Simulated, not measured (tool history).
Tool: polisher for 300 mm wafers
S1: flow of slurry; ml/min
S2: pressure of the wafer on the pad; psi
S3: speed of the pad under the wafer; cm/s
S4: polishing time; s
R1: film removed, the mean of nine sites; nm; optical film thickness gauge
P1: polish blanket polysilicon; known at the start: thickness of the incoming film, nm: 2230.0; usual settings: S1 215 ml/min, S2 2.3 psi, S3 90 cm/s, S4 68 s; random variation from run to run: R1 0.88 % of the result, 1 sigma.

run 1 hour=4.9 | S1=215 S2=2.3 S3=90 S4=68 | R1=430.93
run 2 hour=7.5 | S1=215 S2=1.4 S3=90 S4=68 | R1=265.77
run 3 hour=10.7 | S1=215 S2=3.6 S3=90 S4=68 | R1=683.38
run 4 hour=15.7 | S1=275 S2=3 S3=90 S4=68 | R1=578.11
run 5 hour=20.4 | S1=215 S2=2.3 S3=90 S4=68 | R1=432.29
run 6 hour=22.7 | S1=215 S2=2.3 S3=40 S4=68 | R1=191.18
run 7 hour=25.2 | S1=215 S2=2.3 S3=136 S4=68 | R1=651.94
run 8 hour=30.1 | S1=130 S2=2.3 S3=90 S4=68 | R1=401.87
run 9 hour=32.4 | S1=215 S2=3.1 S3=126 S4=68 | R1=820.14
run 10 hour=36.4 | S1=315 S2=2.3 S3=90 S4=68 | R1=453.24
run 11 hour=39.7 | S1=215 S2=2.3 S3=90 S4=68 | R1=434.71
run 12 hour=44.3 | S1=215 S2=2.3 S3=90 S4=68 | R1=426.85
run 13 hour=47.9 | S1=215 S2=2.3 S3=90 S4=37 | R1=234.93
-- hour=51.3 slurry nozzle cleaned
run 14 hour=52.7 | S1=215 S2=2.3 S3=90 S4=68 | R1=428.87
run 15 hour=56.2 | S1=215 S2=2.3 S3=90 S4=68 | R1=435.5
run 16 hour=60.3 | S1=215 S2=2.3 S3=90 S4=100 | R1=642.8
run 17 hour=65.2 | S1=215 S2=2.3 S3=90 S4=68 | R1=437.08
run 18 hour=68.2 | S1=215 S2=2.3 S3=90 S4=68 | R1=431.44
run 19 hour=71.2 | S1=215 S2=2.3 S3=90 S4=68 | R1=424.37
run 20 hour=74.7 | S1=215 S2=2.3 S3=90 S4=68 | R1=422.36
run 21 hour=79.7 | S1=215 S2=2.3 S3=90 S4=68 | R1=411.18
-- hour=83.4 worn pad replaced by a new one
run 22 hour=84 | S1=215 S2=2.3 S3=90 S4=68 | R1=409.03
run 23 hour=86.4 | S1=215 S2=2.3 S3=90 S4=68 | R1=408.15
run 24 hour=90.3 | S1=215 S2=2.3 S3=90 S4=68 | R1=405.64
run 25 hour=95.1 | S1=215 S2=2.3 S3=90 S4=68 | R1=398.99
run 26 hour=97.8 | S1=215 S2=2.3 S3=90 S4=68 | R1=400.82
run 27 hour=101.8 | S1=215 S2=2.3 S3=90 S4=68 | R1=404.42
run 28 hour=105.1 | S1=215 S2=2.3 S3=90 S4=68 | R1=401.91

What P1 gives has crept away from where it was. These 2 causes fit the log equally well, each at the size given:
A: head's pressure below its setpoint, % = 7.14
B: slurry flow missing at the pad, % = 37.9
The creep began at about hour 68.2.
Why every other cause is out:
removal rate lost through wear of the pad, %: serviced at hour 83.4, which brought nothing back

4 check runs are offered, each on 3 wafers whose results are averaged, their results left as question marks. Which one tells the causes apart?
run check 1 hour=108.4 | S1=215 S2=2.3 S3=44 S4=68 | R1=?
run check 2 hour=108.4 | S1=130 S2=3.4 S3=90 S4=68 | R1=?
run check 3 hour=108.4 | S1=215 S2=1.4 S3=90 S4=68 | R1=?
run check 4 hour=108.4 | S1=215 S2=1.8 S3=110 S4=68 | R1=?

What each check would give under each cause:
check=check_1 result=R1 if_A=197.23 if_B=197.23
check=check_2 result=R1 if_A=550.91 if_B=527.75
check=check_3 result=R1 if_A=245.56 if_B=245.56
check=check_4 result=R1 if_A=385.88 if_B=385.88
How far apart the two closest causes lie, in the result that separates them most: check 1 0 %; check 2 4.29 %; check 3 0 %; check 4 0 %
Check 2 tells the causes apart: in the others they would give nearly the same result.

Check 2 was then run and gave: R1 529.55 nm. Which cause is it?

It is B: slurry flow missing at the pad, %.
